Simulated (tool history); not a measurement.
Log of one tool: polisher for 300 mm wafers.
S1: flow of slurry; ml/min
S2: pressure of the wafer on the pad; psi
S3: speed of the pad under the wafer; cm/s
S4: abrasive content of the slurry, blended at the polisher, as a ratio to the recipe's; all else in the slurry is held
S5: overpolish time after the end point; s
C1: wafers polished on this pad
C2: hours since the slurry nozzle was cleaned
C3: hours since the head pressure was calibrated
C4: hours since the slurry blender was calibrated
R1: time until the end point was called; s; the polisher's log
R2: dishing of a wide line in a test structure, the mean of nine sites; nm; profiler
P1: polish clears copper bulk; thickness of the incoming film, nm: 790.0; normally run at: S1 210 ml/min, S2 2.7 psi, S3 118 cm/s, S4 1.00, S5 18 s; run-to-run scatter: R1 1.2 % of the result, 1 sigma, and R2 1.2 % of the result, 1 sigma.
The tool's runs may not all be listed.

run   hour   S1   S2   S3    S4  S5    C1     C2     C3     C4       R1       R2
  1   14.5  210  2.7  118  1.00  18  1113  341.8  368.6  182.8   74.173   98.634
  2   23.7  210  2.7  118  1.00   5  1160  351.0  377.8  192.0   73.745   37.307
  3   32.3  210  2.7  118  1.00  18  1205  359.6  386.4  200.6   74.419   99.962
  4   39.9  210  1.6  118  1.00  18  1244  367.2  394.0  208.2  125.500   63.623
  5   52.1  125  2.7  118  1.00  18  1307  379.4  406.2  220.4   80.882   93.138
  6   59.8  210  2.7  118  0.55  18  1347  387.1  413.9  228.1   82.346   93.793
  7   69.4  210  2.7  170  1.00  18  1396  396.7  423.5  237.7   52.142  119.470
  8   79.8  210  2.7  118  1.00  18  1450  407.1  433.9  248.1   72.200   98.621
  9   92.4  210  2.7  118  1.00  18  1515  419.7  446.5  260.7   74.773   99.644
 10  102.9  210  3.7  118  1.00  18  1570  430.2  457.0  271.2   53.543  125.210
 11  111.8  210  2.7  118  1.45  18  1616  439.1  465.9  280.1   67.638  106.360
 12  120.1  210  2.7   56  1.00  18  1659  447.4  474.2  288.4  157.270   57.788
     122.5  -- head pressure recalibrated
 13  131.9  210  2.7  118  1.00  18  1720  459.2    9.5  300.2   75.347   99.286
 14  144.2  210  2.7  118  1.00  29  1783  471.5   21.8  312.5   73.640  130.030
 15  157.7  295  2.7  118  1.00  18  1853  485.0   35.3  326.0   71.916  102.650
 16  170.8  210  2.7  118  1.00  18  1921  498.1   48.4  339.1   73.636   97.260
 17  183.0  125  3.8  118  1.00  18  1984  510.3   60.6  351.3   58.566  123.930

The next listed run, before its measurement:
 18  195.1  210  2.7  118  1.00  18  2046  522.4  72.7  363.4   ?   ?

Run 18 gave R1 75.479 s, R2 98.312 nm.
